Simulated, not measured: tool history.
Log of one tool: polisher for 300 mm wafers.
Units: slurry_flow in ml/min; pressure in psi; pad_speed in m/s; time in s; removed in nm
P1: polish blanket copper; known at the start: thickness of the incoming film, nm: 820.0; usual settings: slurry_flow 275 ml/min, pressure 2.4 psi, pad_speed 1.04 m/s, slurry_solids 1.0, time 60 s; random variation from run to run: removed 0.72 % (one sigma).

run   hour  slurry_flow  pressure  pad_speed  slurry_solids  time  wafers polished on this pad  hours since the slurry nozzle was cleaned  hours since the head pressure was calibrated  hours since the slurry blender was calibrated  removed
  1    5.4          275       2.4       1.04            1.0    60                          288                                      347.0                                         746.9                                          271.6  178.550
  2   13.5          275       3.6       1.04            1.0    60                          337                                      355.1                                         755.0                                          279.7  263.570
  3   20.0          275       2.4       1.04            1.0    81                          376                                      361.6                                         761.5                                          286.2  238.930
  4   27.9          275       3.0       0.80            1.0    60                          424                                      369.5                                         769.4                                          294.1  170.060
  5   37.1          275       2.4       1.04            1.0    60                          479                                      378.7                                         778.6                                          303.3  176.910
  6   45.1          275       2.4       1.04            1.0    60                          527                                      386.7                                         786.6                                          311.3  176.710
  7   53.6          275       2.4       1.04            1.0    60                          578                                      395.2                                         795.1                                          319.8  175.470
  8   60.1          275       2.4       1.50            1.0    60                          617                                      401.7                                         801.6                                          326.3  256.240
  9   65.7          275       2.4       1.04            1.2    60                          651                                      407.3                                         807.2                                          331.9  184.110
 10   73.7          275       2.4       1.04            0.5    60                          699                                      415.3                                         815.2                                          339.9  152.570
 11   78.0          275       1.6       1.04            1.0    60                          725                                      419.6                                         819.5                                          344.2  118.900
 12   83.4          275       2.4       0.60            1.0    60                          757                                      425.0                                         824.9                                          349.6  103.080
 13   92.1          425       2.4       1.04            1.0    60                          810                                      433.7                                         833.6                                          358.3  185.730
 14   97.7          275       2.4       1.04            1.0    60                          844                                      439.3                                         839.2                                          363.9  177.820
 15  105.8          275       1.1       1.04            1.0    32                          892                                      447.4                                         847.3                                          372.0   42.933
 16  113.5          165       2.4       1.04            1.0    60                          939                                      455.1                                         855.0                                          379.7  168.120
 17  121.2          275       2.4       1.04            1.0    30                          985                                      462.8                                         862.7                                          387.4   88.285
 18  126.4          275       2.4       1.04            1.0    60                         1016                                      468.0                                         867.9                                          392.6  176.480

Forecast run 19:
 19  130.7          275       2.4       1.04            1.0    60                         1042                                      472.3                                         872.2                                          396.9        ?

{"run 19": {"removed": 176.67}}
